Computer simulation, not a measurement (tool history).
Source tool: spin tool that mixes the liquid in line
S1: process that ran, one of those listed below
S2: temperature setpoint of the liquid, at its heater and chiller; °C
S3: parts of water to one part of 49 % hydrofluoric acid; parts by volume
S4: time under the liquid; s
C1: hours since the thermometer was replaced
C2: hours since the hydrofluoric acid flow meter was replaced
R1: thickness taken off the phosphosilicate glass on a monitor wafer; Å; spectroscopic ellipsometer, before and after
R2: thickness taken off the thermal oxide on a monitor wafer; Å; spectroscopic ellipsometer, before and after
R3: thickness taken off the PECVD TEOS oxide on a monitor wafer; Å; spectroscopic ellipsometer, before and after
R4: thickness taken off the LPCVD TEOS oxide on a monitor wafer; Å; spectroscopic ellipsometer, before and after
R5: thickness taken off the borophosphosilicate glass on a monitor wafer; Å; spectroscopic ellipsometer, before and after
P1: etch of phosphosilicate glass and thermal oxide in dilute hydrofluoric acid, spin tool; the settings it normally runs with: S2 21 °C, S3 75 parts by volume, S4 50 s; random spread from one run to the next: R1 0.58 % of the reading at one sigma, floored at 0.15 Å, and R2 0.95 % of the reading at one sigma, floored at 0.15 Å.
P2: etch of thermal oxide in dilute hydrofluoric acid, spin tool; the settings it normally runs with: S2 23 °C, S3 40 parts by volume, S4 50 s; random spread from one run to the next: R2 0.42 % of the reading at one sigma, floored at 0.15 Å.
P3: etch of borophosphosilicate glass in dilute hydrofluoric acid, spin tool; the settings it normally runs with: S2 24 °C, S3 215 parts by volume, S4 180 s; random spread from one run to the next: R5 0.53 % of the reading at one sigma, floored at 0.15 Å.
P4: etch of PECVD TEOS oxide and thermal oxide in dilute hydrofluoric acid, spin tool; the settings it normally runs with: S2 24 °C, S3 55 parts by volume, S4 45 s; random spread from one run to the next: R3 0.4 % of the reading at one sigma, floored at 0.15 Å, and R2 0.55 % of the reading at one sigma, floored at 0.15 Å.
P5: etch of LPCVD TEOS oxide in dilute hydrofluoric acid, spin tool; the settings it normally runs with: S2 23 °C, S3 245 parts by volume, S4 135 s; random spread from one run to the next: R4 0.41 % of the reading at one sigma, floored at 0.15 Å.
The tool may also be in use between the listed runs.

{"run": 1, "hour": 12.6, "S1": "P1", "S2": 21, "S3": 75, "S4": 50, "C1": 671.1, "C2": 1298.4, "R1": 374.06, "R2": 27.507}
{"run": 2, "hour": 23.7, "S1": "P2", "S2": 23, "S3": 40, "S4": 50, "C1": 682.2, "C2": 1309.5, "R2": 61.914}
{"run": 3, "hour": 29.7, "S1": "P4", "S2": 24, "S3": 55, "S4": 45, "C1": 688.2, "C2": 1315.5, "R2": 41.414, "R3": 246.53}
{"run": 4, "hour": 36.2, "S1": "P5", "S2": 23, "S3": 420, "S4": 135, "C1": 694.7, "C2": 1322, "R4": 65.624}
{"run": 5, "hour": 50.0, "S1": "P5", "S2": 17, "S3": 245, "S4": 135, "C1": 708.5, "C2": 1335.8, "R4": 106.66}
{"run": 6, "hour": 59.9, "S1": "P5", "S2": 23, "S3": 245, "S4": 15, "C1": 718.4, "C2": 1345.7, "R4": 15.293}
{"run": 7, "hour": 69.3, "S1": "P4", "S2": 24, "S3": 55, "S4": 80, "C1": 727.8, "C2": 1355.1, "R2": 74.484, "R3": 436.16}
{"run": 8, "hour": 79.7, "S1": "P3", "S2": 24, "S3": 215, "S4": 180, "C1": 738.2, "C2": 1365.5, "R5": 295.16}
{"run": 9, "hour": 85.8, "S1": "P2", "S2": 23, "S3": 20, "S4": 50, "C1": 744.3, "C2": 1371.6, "R2": 127.9}
{"run": 10, "hour": 95.1, "S1": "P4", "S2": 24, "S3": 55, "S4": 45, "C1": 753.6, "C2": 1380.9, "R2": 41.432, "R3": 245.86}
{"run": 11, "hour": 108.2, "S1": "P3", "S2": 17, "S3": 215, "S4": 180, "C1": 766.7, "C2": 1394, "R5": 226.54}
{"run": 12, "hour": 114.5, "S1": "P1", "S2": 21, "S3": 75, "S4": 25, "C1": 773, "C2": 1400.3, "R1": 184.48, "R2": 13.982}
{"run": 13, "hour": 123.9, "S1": "P3", "S2": 24, "S3": 215, "S4": 95, "C1": 782.4, "C2": 1409.7, "R5": 155.86}
{"run": 14, "hour": 134.4, "S1": "P4", "S2": 24, "S3": 20, "S4": 45, "C1": 792.9, "C2": 1420.2, "R2": 119.54, "R3": 707.03}
{"run": 15, "hour": 143.0, "S1": "P2", "S2": 23, "S3": 40, "S4": 15, "C1": 801.5, "C2": 1428.8, "R2": 18.546}
{"run": 16, "hour": 154.6, "S1": "P1", "S2": 21, "S3": 75, "S4": 50, "C1": 813.1, "C2": 1440.4, "R1": 368.13, "R2": 27.381}
{"run": 17, "hour": 163.4, "S1": "P1", "S2": 21, "S3": 75, "S4": 50, "C1": 821.9, "C2": 1449.2, "R1": 368.5, "R2": 27.656}
{"run": 18, "hour": 173.8, "S1": "P2", "S2": 23, "S3": 40, "S4": 50, "C1": 832.3, "C2": 1459.6, "R2": 62.646}
{"run": 19, "hour": 180.6, "S1": "P1", "S2": 17, "S3": 75, "S4": 50, "C1": 839.1, "C2": 1466.4, "R1": 310.59, "R2": 23.314}
{"run": 20, "hour": 194.2, "S1": "P1", "S2": 27.5, "S3": 75, "S4": 50, "C1": 852.7, "C2": 1480, "R1": 485.23, "R2": 36.365}
{"run": 21, "hour": 206.5, "S1": "P1", "S2": 21, "S3": 75, "S4": 50, "C1": 865, "C2": 1492.3, "R1": 367.43, "R2": 27.686}
{"run": 22, "hour": 215.3, "S1": "P1", "S2": 21, "S3": 140, "S4": 15, "C1": 873.8, "C2": 1501.1, "R1": 54.989, "R2": 4.2538}
{"run": 23, "hour": 228.9, "S1": "P4", "S2": 17, "S3": 55, "S4": 45, "C1": 887.4, "C2": 1514.7, "R2": 31.172, "R3": 184.46}
{"run": 24, "hour": 240.1, "S1": "P2", "S2": 26.5, "S3": 40, "S4": 50, "C1": 898.6, "C2": 1525.9, "R2": 71.719}
{"run": 25, "hour": 251.2, "S1": "P5", "S2": 23, "S3": 245, "S4": 135, "C1": 909.7, "C2": 1537, "R4": 133.41}
{"run": 26, "hour": 263.3, "S1": "P1", "S2": 21, "S3": 135, "S4": 50, "C1": 921.8, "C2": 1549.1, "R1": 190.58, "R2": 14.084}
{"run": 27, "hour": 270.9, "S1": "P1", "S2": 21, "S3": 75, "S4": 75, "C1": 929.4, "C2": 1556.7, "R1": 548.91, "R2": 41.612}
{"run": 28, "hour": 283.7, "S1": "P1", "S2": 21, "S3": 135, "S4": 15, "C1": 942.2, "C2": 1569.5, "R1": 58.185, "R2": 4.1929}
{"run": 29, "hour": 291.6, "S1": "P3", "S2": 24, "S3": 100, "S4": 180, "C1": 950.1, "C2": 1577.4, "R5": 727.8}
{"run": 30, "hour": 305.2, "S1": "P1", "S2": 21, "S3": 20, "S4": 50, "C1": 963.7, "C2": 1591, "R1": 1462.4, "R2": 111.91}
{"run": 31, "hour": 313.0, "S1": "P3", "S2": 24, "S3": 215, "S4": 180, "C1": 971.5, "C2": 1598.8, "R5": 295.1}
{"run": 32, "hour": 319.4, "S1": "P1", "S2": 21, "S3": 75, "S4": 50, "C1": 977.9, "C2": 1605.2, "R1": 372.2, "R2": 27.255}
{"run": 33, "hour": 326.9, "S1": "P1", "S2": 21, "S3": 75, "S4": 50, "C1": 985.4, "C2": 1612.7, "R1": 360.21, "R2": 26.921}
{"run": 34, "hour": 338.7, "S1": "P1", "S2": 21, "S3": 75, "S4": 50, "C1": 997.2, "C2": 1624.5, "R1": 352.5, "R2": 26.007}
{"run": 35, "hour": 349.9, "S1": "P1", "S2": 21, "S3": 75, "S4": 50, "C1": 1008.4, "C2": 1635.7, "R1": 347.03, "R2": 25.541}
{"run": 36, "hour": 357.2, "S1": "P1", "S2": 21, "S3": 75, "S4": 50, "C1": 1015.7, "C2": 1643, "R1": 344.63, "R2": 25.658}
{"run": 37, "hour": 363.2, "S1": "P1", "S2": 21, "S3": 75, "S4": 50, "C1": 1021.7, "C2": 1649, "R1": 346.27, "R2": 25.542}
{"run": 38, "hour": 374.3, "S1": "P1", "S2": 21, "S3": 75, "S4": 50, "C1": 1032.8, "C2": 1660.1, "R1": 343.86, "R2": 26.224}

For run 39, what comes out?
{"run": 39, "hour": 380.9, "S1": "P1", "S2": 21, "S3": 75, "S4": 50, "C1": 1039.4, "C2": 1666.7, "R1": "?", "R2": "?"}

{"run 39": {"R1": 343.44, "R2": 25.775}}
